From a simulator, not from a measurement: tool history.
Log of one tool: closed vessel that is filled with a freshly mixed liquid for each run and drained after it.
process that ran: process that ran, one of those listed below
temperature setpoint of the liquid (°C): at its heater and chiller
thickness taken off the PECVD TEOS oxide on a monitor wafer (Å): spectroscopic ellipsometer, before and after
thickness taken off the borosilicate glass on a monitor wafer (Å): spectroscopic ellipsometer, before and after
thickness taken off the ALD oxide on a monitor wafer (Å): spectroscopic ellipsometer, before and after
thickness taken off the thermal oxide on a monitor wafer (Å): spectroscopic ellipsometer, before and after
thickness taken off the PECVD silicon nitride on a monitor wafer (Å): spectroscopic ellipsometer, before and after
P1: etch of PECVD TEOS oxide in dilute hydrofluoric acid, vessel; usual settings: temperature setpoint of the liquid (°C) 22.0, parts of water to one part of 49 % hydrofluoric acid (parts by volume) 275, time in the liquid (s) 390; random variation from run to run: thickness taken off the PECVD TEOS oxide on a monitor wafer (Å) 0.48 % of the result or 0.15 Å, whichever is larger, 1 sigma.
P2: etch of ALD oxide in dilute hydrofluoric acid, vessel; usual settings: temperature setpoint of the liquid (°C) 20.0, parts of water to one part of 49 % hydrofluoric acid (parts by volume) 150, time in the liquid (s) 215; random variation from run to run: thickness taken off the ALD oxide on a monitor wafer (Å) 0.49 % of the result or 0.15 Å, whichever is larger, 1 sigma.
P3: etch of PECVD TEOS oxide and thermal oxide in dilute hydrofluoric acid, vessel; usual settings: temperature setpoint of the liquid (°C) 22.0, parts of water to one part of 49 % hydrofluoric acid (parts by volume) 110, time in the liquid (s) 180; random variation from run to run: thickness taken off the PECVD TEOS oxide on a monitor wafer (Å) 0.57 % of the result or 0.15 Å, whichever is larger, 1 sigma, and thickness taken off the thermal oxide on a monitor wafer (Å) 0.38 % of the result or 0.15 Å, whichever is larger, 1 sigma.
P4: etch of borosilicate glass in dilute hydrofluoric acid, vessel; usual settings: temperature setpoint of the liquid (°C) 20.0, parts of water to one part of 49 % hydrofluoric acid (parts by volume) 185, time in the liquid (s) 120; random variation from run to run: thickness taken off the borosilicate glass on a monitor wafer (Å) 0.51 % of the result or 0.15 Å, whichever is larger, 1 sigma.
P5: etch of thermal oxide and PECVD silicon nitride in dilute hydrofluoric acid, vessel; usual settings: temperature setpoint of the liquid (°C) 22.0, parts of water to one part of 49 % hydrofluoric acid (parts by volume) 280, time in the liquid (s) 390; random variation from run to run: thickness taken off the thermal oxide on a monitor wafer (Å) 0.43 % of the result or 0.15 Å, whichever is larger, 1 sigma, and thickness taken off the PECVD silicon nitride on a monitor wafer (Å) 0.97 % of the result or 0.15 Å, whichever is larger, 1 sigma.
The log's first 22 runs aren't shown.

run,hour,process that ran,temperature setpoint of the liquid (°C),parts of water to one part of 49 % hydrofluoric acid (parts by volume),time in the liquid (s),hours since the thermometer was replaced,hours since the hydrofluoric acid flow meter was replaced,thickness taken off the PECVD TEOS oxide on a monitor wafer (Å),thickness taken off the borosilicate glass on a monitor wafer (Å),thickness taken off the ALD oxide on a monitor wafer (Å),thickness taken off the thermal oxide on a monitor wafer (Å),thickness taken off the PECVD silicon nitride on a monitor wafer (Å)
23,283.4,P1,22.0,275,390,905.2,1986.2,264.060,,,,
24,296.6,P3,22.0,195,180,918.4,1999.4,129.260,,,37.024,
25,310.7,P1,17.0,275,390,932.5,2013.5,216.240,,,,
26,322.1,P3,22.0,110,60,943.9,2024.9,84.205,,,24.122,
27,333.6,P5,22.0,280,390,955.4,2036.4,,,,52.584,20.620
28,345.3,P1,22.0,400,390,967.1,2048.1,162.310,,,,
29,356.0,P1,22.0,275,390,977.8,2058.8,263.690,,,,
30,368.2,P1,22.0,275,390,990.0,2071.0,261.150,,,,

Forecast run 31:
31,381.7,P1,22.0,275,390,1003.5,2084.5,?,,,,

{"run 31": {"thickness taken off the PECVD TEOS oxide on a monitor wafer (Å)": 257.77}}
